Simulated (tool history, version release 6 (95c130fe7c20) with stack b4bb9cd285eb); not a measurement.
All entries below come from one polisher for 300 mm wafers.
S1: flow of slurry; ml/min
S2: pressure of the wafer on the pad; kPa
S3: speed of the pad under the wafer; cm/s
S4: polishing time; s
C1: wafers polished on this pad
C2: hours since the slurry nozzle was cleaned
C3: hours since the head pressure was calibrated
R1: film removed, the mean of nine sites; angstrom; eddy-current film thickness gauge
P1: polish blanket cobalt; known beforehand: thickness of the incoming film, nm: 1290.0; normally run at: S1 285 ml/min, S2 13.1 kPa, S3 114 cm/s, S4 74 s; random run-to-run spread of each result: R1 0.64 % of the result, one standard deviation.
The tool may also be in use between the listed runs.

| run | hour | S1 | S2 | S3 | S4 | C1 | C2 | C3 | R1 |
|---|---|---|---|---|---|---|---|---|---|
| 1 | 4.3 | 285 | 13.1 | 114 | 74 | 711 | 173.6 | 139.5 | 3328.7 |
| 2 | 9.3 | 285 | 13.1 | 114 | 74 | 750 | 178.6 | 144.5 | 3349.4 |
| 3 | 18.1 | 400 | 13.1 | 114 | 74 | 819 | 187.4 | 153.3 | 3404.3 |
| 4 | 26.7 | 215 | 13.1 | 154 | 74 | 886 | 196.0 | 161.9 | 4351.0 |
| 5 | 34.1 | 285 | 13.1 | 52 | 74 | 944 | 203.4 | 169.3 | 1529.9 |
| 6 | 39.3 | 285 | 20.7 | 114 | 74 | 985 | 208.6 | 174.5 | 5234.5 |
| 7 | 44.5 | 285 | 13.1 | 114 | 74 | 1025 | 213.8 | 179.7 | 3375.7 |
| 8 | 49.0 | 285 | 13.1 | 114 | 74 | 1060 | 218.3 | 184.2 | 3360.7 |
| 9 | 53.4 | 285 | 13.1 | 150 | 36 | 1095 | 222.7 | 188.6 | 2142.4 |
| 10 | 57.6 | 285 | 6.2 | 114 | 74 | 1127 | 226.9 | 192.8 | 1564.6 |
| 11 | 64.5 | 285 | 13.1 | 114 | 117 | 1181 | 233.8 | 199.7 | 5310.9 |

Forecast run 12:
| 12 | 73.2 | 285 | 13.1 | 114 | 33 | 1249 | 242.5 | 208.4 | ? |

{"run 12": {"R1": 1508.8}}

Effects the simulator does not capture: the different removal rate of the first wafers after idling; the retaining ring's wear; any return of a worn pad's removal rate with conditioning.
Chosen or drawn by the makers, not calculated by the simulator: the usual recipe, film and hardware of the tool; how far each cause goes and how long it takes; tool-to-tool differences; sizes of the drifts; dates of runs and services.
